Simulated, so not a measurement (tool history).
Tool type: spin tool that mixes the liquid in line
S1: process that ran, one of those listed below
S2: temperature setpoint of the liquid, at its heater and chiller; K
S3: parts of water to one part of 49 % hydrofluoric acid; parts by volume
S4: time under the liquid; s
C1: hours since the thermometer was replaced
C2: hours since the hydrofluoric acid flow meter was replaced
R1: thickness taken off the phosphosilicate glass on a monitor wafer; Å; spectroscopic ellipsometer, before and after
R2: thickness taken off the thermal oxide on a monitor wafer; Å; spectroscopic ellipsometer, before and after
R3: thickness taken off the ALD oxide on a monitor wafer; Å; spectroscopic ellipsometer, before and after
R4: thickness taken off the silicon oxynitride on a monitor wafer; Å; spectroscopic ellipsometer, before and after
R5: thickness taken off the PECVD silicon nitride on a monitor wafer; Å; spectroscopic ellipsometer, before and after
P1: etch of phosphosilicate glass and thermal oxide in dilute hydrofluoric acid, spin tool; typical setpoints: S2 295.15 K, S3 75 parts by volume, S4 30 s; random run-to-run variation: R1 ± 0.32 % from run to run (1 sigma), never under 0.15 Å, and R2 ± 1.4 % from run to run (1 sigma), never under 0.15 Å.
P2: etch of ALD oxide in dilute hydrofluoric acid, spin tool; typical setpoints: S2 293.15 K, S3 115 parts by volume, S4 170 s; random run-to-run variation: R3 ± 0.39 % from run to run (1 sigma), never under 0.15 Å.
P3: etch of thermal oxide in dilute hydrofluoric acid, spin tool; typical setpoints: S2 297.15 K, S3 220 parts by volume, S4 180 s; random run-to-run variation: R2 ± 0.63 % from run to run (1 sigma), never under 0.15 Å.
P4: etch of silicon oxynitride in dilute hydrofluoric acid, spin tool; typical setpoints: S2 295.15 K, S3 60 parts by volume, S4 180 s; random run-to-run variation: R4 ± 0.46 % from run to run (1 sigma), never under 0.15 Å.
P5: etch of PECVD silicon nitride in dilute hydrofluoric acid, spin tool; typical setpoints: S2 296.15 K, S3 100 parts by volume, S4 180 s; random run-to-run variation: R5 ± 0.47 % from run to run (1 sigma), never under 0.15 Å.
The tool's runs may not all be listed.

run	hour	S1	S2	S3	S4	C1	C2	R1	R2	R3	R4	R5
1	14.9	P1	295.15	75	30	1196.5	351.2	589.87	18.3760			
2	27.5	P3	297.15	220	275	1209.1	363.8		51.3120			
3	42.1	P2	293.15	115	320	1223.7	378.4			262.65		
4	55.2	P4	295.15	35	180	1236.8	391.5				82.6400	
5	62.9	P4	302.65	60	180	1244.5	399.2				68.0990	
6	79.9	P1	295.15	75	30	1261.5	416.2	592.09	18.4950			
7	96.6	P3	305.65	220	180	1278.2	432.9		45.2550			
8	110.6	P1	295.15	135	30	1292.2	446.9	305.31	9.2756			
9	121.9	P4	295.15	60	180	1303.5	458.2				48.1160	
10	132.5	P5	296.15	175	180	1314.1	468.8					54.086
11	144.4	P1	295.15	35	30	1326.0	480.7	1337.60	41.9000			
12	155.5	P1	299.65	75	30	1337.1	491.8	706.19	21.7790			
13	167.2	P4	295.15	60	15	1348.8	503.5				4.1873	
14	183.8	P2	293.15	25	170	1365.4	520.1			706.43		
15	198.7	P1	295.15	75	15	1380.3	535.0	294.47	8.8873			
16	215.9	P5	296.15	100	180	1397.5	552.2					93.804
17	232.1	P1	302.15	75	15	1413.7	568.4	388.89	12.4330			
# hour 232.8: hydrofluoric acid flow meter replaced
18	244.3	P3	297.15	105	180	1425.9	11.6		79.6350			
19	253.0	P1	290.15	75	30	1434.6	20.3	479.38	15.4760			
20	261.2	P2	293.15	115	170	1442.8	28.5			139.16		
21	273.4	P3	297.15	220	180	1455.0	40.7		33.7320			
22	287.8	P1	295.15	75	30	1469.4	55.1	591.31	18.9500			
23	295.7	P1	295.15	75	45	1477.3	63.0	886.17	27.3210			
24	308.6	P2	293.15	115	170	1490.2	75.9			138.65		
25	317.3	P3	297.15	220	180	1498.9	84.6		34.0940			
26	327.3	P1	295.15	135	15	1508.9	94.6	152.41	4.8681			
27	335.8	P5	296.15	100	95	1517.4	103.1					49.710
28	344.1	P1	295.15	75	30	1525.7	111.4	591.28	18.2160			
29	358.0	P5	302.65	100	180	1539.6	125.3					142.300
30	366.2	P2	300.65	115	170	1547.8	133.5			185.85		
31	383.1	P1	295.15	45	15	1564.7	150.4	512.96	15.6390			
32	391.5	P1	295.15	75	30	1573.1	158.8	591.14	18.0580			
33	402.4	P1	295.15	75	30	1584.0	169.7	574.66	17.5770			
34	419.0	P1	295.15	75	30	1600.6	186.3	563.70	17.4080			
35	436.2	P1	295.15	75	30	1617.8	203.5	558.22	17.4740			
36	446.8	P1	295.15	75	30	1628.4	214.1	555.59	17.2130			
37	455.4	P1	295.15	75	30	1637.0	222.7	556.72	17.0870			
38	463.6	P1	295.15	75	30	1645.2	230.9	553.12	17.2240			
39	477.1	P1	295.15	75	30	1658.7	244.4	553.80	17.6550			

P1 no longer gives what it gave before; its output has crept away from where it was. The following 2 causes, each at its listed size, fit the log equally well:
A: hydrofluoric acid flow below the setpoint (%) = 5.92
B: liquid colder than its thermometer reads (K) = 1.62
Onset of the creep was near hour 391.5.

Of the 4 check runs listed below, each run on one wafer and each result written as a question mark, which would let you distinguish the listed causes because they would give clearly different results?
check 1	490.6	P2	296.15	60	170					?		
check 2	490.6	P3	297.15	125	180				?			
check 3	490.6	P4	302.65	60	15						?	
check 4	490.6	P5	296.15	150	180							?

What each check would give under each cause:
check	result	if A	if B
check 1	R3	300.25	299.88
check 2	R2	61.6230	62.0430
check 3	R4	5.3441	5.2875
check 4	R5	59.215	56.551
Per-check spread between the two closest causes, in the result where they differ most: check 1 0.12 %; check 2 0.68 %; check 3 1.07 %; check 4 4.6 %
Only check 4 tells the causes apart: in the others they would give nearly the same result.

Running check 4 produced the following: R5 57.074 Å. Which one of the listed causes fits?

Of the candidate causes, it is B: liquid colder than its thermometer reads (K).
